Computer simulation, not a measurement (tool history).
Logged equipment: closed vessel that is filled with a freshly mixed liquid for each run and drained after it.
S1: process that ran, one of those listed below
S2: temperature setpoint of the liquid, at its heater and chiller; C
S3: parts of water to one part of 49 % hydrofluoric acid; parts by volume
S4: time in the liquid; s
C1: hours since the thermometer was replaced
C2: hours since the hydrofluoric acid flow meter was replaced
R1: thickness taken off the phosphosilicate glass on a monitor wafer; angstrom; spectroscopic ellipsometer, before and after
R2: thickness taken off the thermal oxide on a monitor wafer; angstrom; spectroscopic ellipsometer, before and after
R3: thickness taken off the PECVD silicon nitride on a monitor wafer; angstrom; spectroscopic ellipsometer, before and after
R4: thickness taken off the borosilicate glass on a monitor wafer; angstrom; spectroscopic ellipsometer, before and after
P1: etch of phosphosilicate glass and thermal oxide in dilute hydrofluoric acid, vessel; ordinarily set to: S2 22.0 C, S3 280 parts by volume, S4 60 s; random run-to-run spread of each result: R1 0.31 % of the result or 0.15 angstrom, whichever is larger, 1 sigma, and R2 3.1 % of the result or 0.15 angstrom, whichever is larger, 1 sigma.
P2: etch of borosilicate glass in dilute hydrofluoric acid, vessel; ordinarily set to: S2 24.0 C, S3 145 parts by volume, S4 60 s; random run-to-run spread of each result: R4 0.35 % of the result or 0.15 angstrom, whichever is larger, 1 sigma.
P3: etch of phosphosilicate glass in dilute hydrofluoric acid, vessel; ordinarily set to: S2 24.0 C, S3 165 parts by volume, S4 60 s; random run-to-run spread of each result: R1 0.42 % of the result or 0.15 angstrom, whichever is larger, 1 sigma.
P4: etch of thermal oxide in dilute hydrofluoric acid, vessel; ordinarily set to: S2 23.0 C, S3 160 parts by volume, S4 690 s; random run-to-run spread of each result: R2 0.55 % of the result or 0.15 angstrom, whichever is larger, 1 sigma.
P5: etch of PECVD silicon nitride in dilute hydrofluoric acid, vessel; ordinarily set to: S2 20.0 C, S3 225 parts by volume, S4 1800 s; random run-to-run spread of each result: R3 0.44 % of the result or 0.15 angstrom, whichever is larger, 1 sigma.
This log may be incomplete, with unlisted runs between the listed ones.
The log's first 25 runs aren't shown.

{"run": 26, "hour": 224.6, "S1": "P1", "S2": 22.0, "S3": 405, "S4": 60, "C1": 155.0, "C2": 1014.5, "R1": 137.83, "R2": 4.8343}
{"run": 27, "hour": 230.1, "S1": "P1", "S2": 28.0, "S3": 280, "S4": 60, "C1": 160.5, "C2": 1020.0, "R1": 272.19, "R2": 9.8644}
{"run": 28, "hour": 240.7, "S1": "P2", "S2": 24.0, "S3": 145, "S4": 60, "C1": 171.1, "C2": 1030.6, "R4": 80.3}
{"run": 29, "hour": 248.7, "S1": "P3", "S2": 20.5, "S3": 165, "S4": 60, "C1": 179.1, "C2": 1038.6, "R1": 477.75}
{"run": 30, "hour": 257.8, "S1": "P1", "S2": 22.0, "S3": 400, "S4": 90, "C1": 188.2, "C2": 1047.7, "R1": 209.12, "R2": 7.4427}
{"run": 31, "hour": 263.8, "S1": "P1", "S2": 22.0, "S3": 280, "S4": 30, "C1": 194.2, "C2": 1053.7, "R1": 111.09, "R2": 3.9433}
{"run": 32, "hour": 270.1, "S1": "P4", "S2": 23.0, "S3": 160, "S4": 1325, "C1": 200.5, "C2": 1060.0, "R2": 359.16}
{"run": 33, "hour": 280.3, "S1": "P5", "S2": 20.0, "S3": 110, "S4": 1800, "C1": 210.7, "C2": 1070.2, "R3": 218.9}
{"run": 34, "hour": 286.5, "S1": "P4", "S2": 23.0, "S3": 160, "S4": 690, "C1": 216.9, "C2": 1076.4, "R2": 188.3}
{"run": 35, "hour": 296.3, "S1": "P2", "S2": 24.0, "S3": 145, "S4": 60, "C1": 226.7, "C2": 1086.2, "R4": 80.082}
{"run": 36, "hour": 302.3, "S1": "P1", "S2": 22.0, "S3": 280, "S4": 60, "C1": 232.7, "C2": 1092.2, "R1": 222.14, "R2": 7.7295}
{"run": 37, "hour": 310.2, "S1": "P1", "S2": 22.0, "S3": 280, "S4": 60, "C1": 240.6, "C2": 1100.1, "R1": 225.57, "R2": 8.2478}
{"run": 38, "hour": 318.8, "S1": "P1", "S2": 22.0, "S3": 280, "S4": 60, "C1": 249.2, "C2": 1108.7, "R1": 229.04, "R2": 8.5694}
{"run": 39, "hour": 330.8, "S1": "P1", "S2": 22.0, "S3": 280, "S4": 60, "C1": 261.2, "C2": 1120.7, "R1": 231.76, "R2": 8.3212}
{"run": 40, "hour": 342.5, "S1": "P1", "S2": 22.0, "S3": 280, "S4": 60, "C1": 272.9, "C2": 1132.4, "R1": 232.68, "R2": 8.2894}
{"run": 41, "hour": 350.0, "S1": "P1", "S2": 22.0, "S3": 280, "S4": 60, "C1": 280.4, "C2": 1139.9, "R1": 235.02, "R2": 8.8002}
{"run": 42, "hour": 355.8, "S1": "P1", "S2": 22.0, "S3": 280, "S4": 60, "C1": 286.2, "C2": 1145.7, "R1": 232.98, "R2": 8.6309}

Predict the results of run 43:
{"run": 43, "hour": 367.7, "S1": "P1", "S2": 22.0, "S3": 280, "S4": 60, "C1": 298.1, "C2": 1157.6, "R1": "?", "R2": "?"}

{"run 43": {"R1": 234.91, "R2": 8.5414}}

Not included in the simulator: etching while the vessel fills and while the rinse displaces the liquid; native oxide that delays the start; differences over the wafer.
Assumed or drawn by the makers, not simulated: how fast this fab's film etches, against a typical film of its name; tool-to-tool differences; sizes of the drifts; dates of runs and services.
